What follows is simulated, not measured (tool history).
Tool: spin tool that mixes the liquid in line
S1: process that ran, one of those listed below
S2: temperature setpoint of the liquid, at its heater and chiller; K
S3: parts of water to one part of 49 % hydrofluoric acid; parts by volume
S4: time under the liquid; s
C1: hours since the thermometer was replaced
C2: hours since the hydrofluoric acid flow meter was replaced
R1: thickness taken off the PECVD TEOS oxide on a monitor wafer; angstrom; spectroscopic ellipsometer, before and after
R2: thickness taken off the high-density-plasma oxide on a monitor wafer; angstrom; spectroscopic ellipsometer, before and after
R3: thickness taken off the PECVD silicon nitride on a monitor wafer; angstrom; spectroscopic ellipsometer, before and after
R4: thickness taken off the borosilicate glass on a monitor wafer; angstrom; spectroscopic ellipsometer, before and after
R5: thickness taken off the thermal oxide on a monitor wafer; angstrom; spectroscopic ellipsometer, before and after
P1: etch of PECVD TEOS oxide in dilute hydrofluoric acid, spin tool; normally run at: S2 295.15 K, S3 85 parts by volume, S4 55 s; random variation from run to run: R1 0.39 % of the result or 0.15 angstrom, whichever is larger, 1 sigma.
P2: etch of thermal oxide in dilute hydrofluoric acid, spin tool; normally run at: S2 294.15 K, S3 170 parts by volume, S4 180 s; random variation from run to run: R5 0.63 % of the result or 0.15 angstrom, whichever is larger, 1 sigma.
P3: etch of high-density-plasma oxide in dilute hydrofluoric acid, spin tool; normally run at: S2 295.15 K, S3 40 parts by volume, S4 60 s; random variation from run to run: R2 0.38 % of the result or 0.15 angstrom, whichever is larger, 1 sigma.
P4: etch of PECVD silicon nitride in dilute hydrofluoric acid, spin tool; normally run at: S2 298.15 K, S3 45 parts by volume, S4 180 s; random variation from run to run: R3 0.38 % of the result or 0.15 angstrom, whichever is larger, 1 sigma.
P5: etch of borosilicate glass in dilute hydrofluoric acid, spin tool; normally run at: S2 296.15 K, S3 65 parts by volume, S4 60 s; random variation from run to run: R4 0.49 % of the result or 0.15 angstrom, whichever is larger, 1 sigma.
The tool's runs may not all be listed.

{"run": 1, "hour": 5.7, "S1": "P1", "S2": 295.15, "S3": 85, "S4": 55, "C1": 886.6, "C2": 527.0, "R1": 130.45}
{"run": 2, "hour": 11.0, "S1": "P3", "S2": 295.15, "S3": 40, "S4": 60, "C1": 891.9, "C2": 532.3, "R2": 86.867}
{"run": 3, "hour": 16.2, "S1": "P4", "S2": 298.15, "S3": 25, "S4": 180, "C1": 897.1, "C2": 537.5, "R3": 418.43}
{"run": 4, "hour": 23.1, "S1": "P5", "S2": 296.15, "S3": 65, "S4": 60, "C1": 904.0, "C2": 544.4, "R4": 434.84}
{"run": 5, "hour": 30.8, "S1": "P2", "S2": 294.15, "S3": 170, "S4": 95, "C1": 911.7, "C2": 552.1, "R5": 20.55}
{"run": 6, "hour": 39.8, "S1": "P1", "S2": 295.15, "S3": 85, "S4": 55, "C1": 920.7, "C2": 561.1, "R1": 131.06}
{"run": 7, "hour": 47.6, "S1": "P1", "S2": 300.65, "S3": 85, "S4": 55, "C1": 928.5, "C2": 568.9, "R1": 162.65}
{"hour": 52.0, "done": "thermometer replaced"}
{"run": 8, "hour": 57.6, "S1": "P1", "S2": 295.15, "S3": 85, "S4": 105, "C1": 5.7, "C2": 578.9, "R1": 251.95}
{"run": 9, "hour": 67.1, "S1": "P2", "S2": 290.15, "S3": 170, "S4": 180, "C1": 15.2, "C2": 588.4, "R5": 33.227}
{"run": 10, "hour": 75.2, "S1": "P4", "S2": 298.15, "S3": 45, "S4": 350, "C1": 23.3, "C2": 596.5, "R3": 466.23}
{"run": 11, "hour": 84.3, "S1": "P5", "S2": 296.15, "S3": 65, "S4": 15, "C1": 32.4, "C2": 605.6, "R4": 108.63}
{"run": 12, "hour": 92.1, "S1": "P5", "S2": 296.15, "S3": 40, "S4": 60, "C1": 40.2, "C2": 613.4, "R4": 732.88}
{"run": 13, "hour": 100.3, "S1": "P1", "S2": 291.65, "S3": 140, "S4": 55, "C1": 48.4, "C2": 621.6, "R1": 64.731}
{"hour": 107.0, "done": "hydrofluoric acid flow meter replaced"}
{"run": 14, "hour": 109.3, "S1": "P3", "S2": 302.15, "S3": 40, "S4": 60, "C1": 57.4, "C2": 2.4, "R2": 115.67}
{"run": 15, "hour": 114.6, "S1": "P2", "S2": 294.15, "S3": 170, "S4": 180, "C1": 62.7, "C2": 7.7, "R5": 38.756}
{"run": 16, "hour": 122.0, "S1": "P1", "S2": 295.15, "S3": 85, "S4": 15, "C1": 70.1, "C2": 15.1, "R1": 35.518}
{"run": 17, "hour": 126.9, "S1": "P1", "S2": 295.15, "S3": 40, "S4": 55, "C1": 75.0, "C2": 20.0, "R1": 293.69}
{"run": 18, "hour": 136.8, "S1": "P1", "S2": 290.15, "S3": 85, "S4": 55, "C1": 84.9, "C2": 29.9, "R1": 106.26}
{"run": 19, "hour": 146.3, "S1": "P3", "S2": 295.15, "S3": 40, "S4": 120, "C1": 94.4, "C2": 39.4, "R2": 174.26}
{"run": 20, "hour": 152.6, "S1": "P3", "S2": 295.15, "S3": 60, "S4": 60, "C1": 100.7, "C2": 45.7, "R2": 56.695}
{"run": 21, "hour": 161.1, "S1": "P1", "S2": 295.15, "S3": 85, "S4": 55, "C1": 109.2, "C2": 54.2, "R1": 131.47}
{"run": 22, "hour": 165.9, "S1": "P2", "S2": 294.15, "S3": 170, "S4": 180, "C1": 114.0, "C2": 59.0, "R5": 38.909}
{"run": 23, "hour": 170.6, "S1": "P4", "S2": 298.15, "S3": 45, "S4": 180, "C1": 118.7, "C2": 63.7, "R3": 236.84}

Forecast run 24:
{"run": 24, "hour": 178.1, "S1": "P1", "S2": 295.15, "S3": 85, "S4": 55, "C1": 126.2, "C2": 71.2, "R1": "?"}

R1: 129.840 angstrom
